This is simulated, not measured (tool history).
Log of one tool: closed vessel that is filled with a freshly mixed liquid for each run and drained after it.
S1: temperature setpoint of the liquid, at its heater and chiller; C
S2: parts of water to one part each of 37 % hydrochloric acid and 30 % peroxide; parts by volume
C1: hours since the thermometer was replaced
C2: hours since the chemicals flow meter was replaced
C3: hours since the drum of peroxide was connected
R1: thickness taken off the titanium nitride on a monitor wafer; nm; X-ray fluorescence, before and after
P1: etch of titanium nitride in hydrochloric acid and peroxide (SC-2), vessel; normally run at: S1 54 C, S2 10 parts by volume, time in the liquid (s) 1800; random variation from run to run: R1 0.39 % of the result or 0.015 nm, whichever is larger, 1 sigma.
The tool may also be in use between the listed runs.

run 1 hour=12.4 | S1=54 S2=10 time_in_the_liquid_(s)=1800 | C1=256.9 C2=237 C3=477.8 | R1=41.508
run 2 hour=28.2 | S1=54 S2=10 time_in_the_liquid_(s)=1010 | C1=272.7 C2=252.8 C3=493.6 | R1=23.187
run 3 hour=36.5 | S1=68.5 S2=10 time_in_the_liquid_(s)=1800 | C1=281 C2=261.1 C3=501.9 | R1=102.64
run 4 hour=45.7 | S1=54 S2=15 time_in_the_liquid_(s)=1800 | C1=290.2 C2=270.3 C3=511.1 | R1=29.154
-- hour=53.2 chemicals flow meter replaced
run 5 hour=58.9 | S1=54 S2=10 time_in_the_liquid_(s)=1800 | C1=303.4 C2=5.7 C3=524.3 | R1=41.285
run 6 hour=70.1 | S1=54 S2=10 time_in_the_liquid_(s)=2590 | C1=314.6 C2=16.9 C3=535.5 | R1=59.378
-- hour=74.3 new drum of peroxide connected
run 7 hour=79.1 | S1=54 S2=10 time_in_the_liquid_(s)=1800 | C1=323.6 C2=25.9 C3=4.8 | R1=41.339
run 8 hour=93.8 | S1=40.5 S2=10 time_in_the_liquid_(s)=1800 | C1=338.3 C2=40.6 C3=19.5 | R1=16.574
run 9 hour=103.4 | S1=54 S2=13.5 time_in_the_liquid_(s)=3075 | C1=347.9 C2=50.2 C3=29.1 | R1=54.696
run 10 hour=111.7 | S1=42 S2=10 time_in_the_liquid_(s)=2680 | C1=356.2 C2=58.5 C3=37.4 | R1=27.408
run 11 hour=121.4 | S1=54 S2=10 time_in_the_liquid_(s)=1800 | C1=365.9 C2=68.2 C3=47.1 | R1=41.101
run 12 hour=131.9 | S1=54 S2=10 time_in_the_liquid_(s)=1800 | C1=376.4 C2=78.7 C3=57.6 | R1=41.506
run 13 hour=141.2 | S1=54 S2=4.5 time_in_the_liquid_(s)=1800 | C1=385.7 C2=88 C3=66.9 | R1=76.585
run 14 hour=153.4 | S1=54 S2=10 time_in_the_liquid_(s)=1800 | C1=397.9 C2=100.2 C3=79.1 | R1=41.432
run 15 hour=168 | S1=54 S2=10 time_in_the_liquid_(s)=1800 | C1=412.5 C2=114.8 C3=93.7 | R1=43.103
run 16 hour=177.7 | S1=54 S2=10 time_in_the_liquid_(s)=1800 | C1=422.2 C2=124.5 C3=103.4 | R1=43.128
run 17 hour=192.9 | S1=54 S2=10 time_in_the_liquid_(s)=1800 | C1=437.4 C2=139.7 C3=118.6 | R1=44.226
run 18 hour=206.1 | S1=54 S2=10 time_in_the_liquid_(s)=1800 | C1=450.6 C2=152.9 C3=131.8 | R1=44.743
run 19 hour=215.6 | S1=54 S2=10 time_in_the_liquid_(s)=1800 | C1=460.1 C2=162.4 C3=141.3 | R1=44.511
run 20 hour=224.8 | S1=54 S2=10 time_in_the_liquid_(s)=1800 | C1=469.3 C2=171.6 C3=150.5 | R1=45.029
run 21 hour=237.1 | S1=54 S2=10 time_in_the_liquid_(s)=1800 | C1=481.6 C2=183.9 C3=162.8 | R1=45.14
run 22 hour=249.7 | S1=54 S2=10 time_in_the_liquid_(s)=1800 | C1=494.2 C2=196.5 C3=175.4 | R1=45.114
run 23 hour=260.9 | S1=54 S2=10 time_in_the_liquid_(s)=1800 | C1=505.4 C2=207.7 C3=186.6 | R1=45.123
run 24 hour=269.2 | S1=54 S2=10 time_in_the_liquid_(s)=1800 | C1=513.7 C2=216 C3=194.9 | R1=45.063
run 25 hour=283.6 | S1=54 S2=10 time_in_the_liquid_(s)=1800 | C1=528.1 C2=230.4 C3=209.3 | R1=45.212

What P1 gives has crept away from where it was. These 2 causes fit the log equally well, each at the size given:
A: liquid hotter than its thermometer reads (K) = 1.3
B: chemicals flow above the setpoint (%) = 10.7
The creep began at about hour 153.4.
Why every other cause is out:
peroxide weaker than its label (%): at most 8, which would move R1 by -7.4 %: too little, or the wrong way

4 check runs are offered, each on 2 wafers whose results are averaged, their results left as question marks. Which one tells the causes apart?
run check 1 hour=298 | S1=54 S2=13 time_in_the_liquid_(s)=1800 | R1=?
run check 2 hour=298 | S1=43 S2=4.5 time_in_the_liquid_(s)=1800 | R1=?
run check 3 hour=298 | S1=61.5 S2=10 time_in_the_liquid_(s)=1800 | R1=?
run check 4 hour=298 | S1=63 S2=10 time_in_the_liquid_(s)=1025 | R1=?

What each check would give under each cause:
check=check_1 result=R1 if_A=36.038 if_B=36.156
check=check_2 result=R1 if_A=39.895 if_B=39.069
check=check_3 result=R1 if_A=72.311 if_B=72.564
check=check_4 result=R1 if_A=45.151 if_B=45.342
How far apart the two closest causes lie, in the result that separates them most: check 1 0.33 %; check 2 2.09 %; check 3 0.35 %; check 4 0.42 %
Check 2 tells the causes apart: in the others they would give nearly the same result.

Then check 2 was run and gave: R1 39.952 nm. Which cause is it?

It is A: liquid hotter than its thermometer reads (K).
